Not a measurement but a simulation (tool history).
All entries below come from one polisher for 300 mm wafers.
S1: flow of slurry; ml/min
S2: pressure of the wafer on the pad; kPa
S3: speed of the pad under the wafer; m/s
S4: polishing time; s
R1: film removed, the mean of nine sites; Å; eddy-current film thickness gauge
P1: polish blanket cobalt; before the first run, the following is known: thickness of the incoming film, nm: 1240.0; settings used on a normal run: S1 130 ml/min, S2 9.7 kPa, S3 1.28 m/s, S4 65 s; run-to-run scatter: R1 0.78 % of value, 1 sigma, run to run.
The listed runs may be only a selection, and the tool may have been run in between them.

Run 1, hour 13.8: S1 130 ml/min, S2 9.7 kPa, S3 1.28 m/s, S4 65 s. Result: R1 2563.6 Å.
Run 2, hour 28.5: S1 130 ml/min, S2 9.7 kPa, S3 1.28 m/s, S4 37 s. Result: R1 1457.8 Å.
Run 3, hour 40.3: S1 130 ml/min, S2 4.1 kPa, S3 1.28 m/s, S4 65 s. Result: R1 1093.0 Å.
Run 4, hour 48.6: S1 130 ml/min, S2 9.7 kPa, S3 1.28 m/s, S4 65 s. Result: R1 2563.3 Å.
Run 5, hour 61.4: S1 130 ml/min, S2 9.7 kPa, S3 1.28 m/s, S4 65 s. Result: R1 2570.6 Å.
Run 6, hour 75.5: S1 130 ml/min, S2 13.1 kPa, S3 1.28 m/s, S4 65 s. Result: R1 3506.3 Å.
Run 7, hour 84.1: S1 130 ml/min, S2 9.7 kPa, S3 1.64 m/s, S4 65 s. Result: R1 3277.4 Å.
Run 8, hour 92.4: S1 185 ml/min, S2 9.7 kPa, S3 1.28 m/s, S4 65 s. Result: R1 2765.6 Å.
Run 9, hour 106.3: S1 130 ml/min, S2 9.7 kPa, S3 0.80 m/s, S4 65 s. Result: R1 1627.9 Å.
Run 10, hour 115.4: S1 130 ml/min, S2 9.7 kPa, S3 1.28 m/s, S4 65 s. Result: R1 2579.1 Å.
Run 11, hour 123.1: S1 130 ml/min, S2 9.7 kPa, S3 1.28 m/s, S4 98 s. Result: R1 3923.7 Å.
Run 12, hour 139.6: S1 80 ml/min, S2 9.7 kPa, S3 1.28 m/s, S4 65 s. Result: R1 2307.9 Å.
Run 13, hour 147.4: S1 130 ml/min, S2 13.1 kPa, S3 1.28 m/s, S4 37 s. Result: R1 1990.3 Å.
Run 14, hour 156.9: S1 170 ml/min, S2 9.7 kPa, S3 1.28 m/s, S4 84 s. Result: R1 3515.7 Å.
Run 15, hour 172.2: S1 130 ml/min, S2 6.9 kPa, S3 1.28 m/s, S4 46 s. Result: R1 1297.5 Å.

Run 16 has not been measured yet. What should we expect?
Run 16, hour 181.3: S1 130 ml/min, S2 9.7 kPa, S3 1.28 m/s, S4 65 s. Result: R1 ?.

{"run 16": {"R1": 2573.5}}
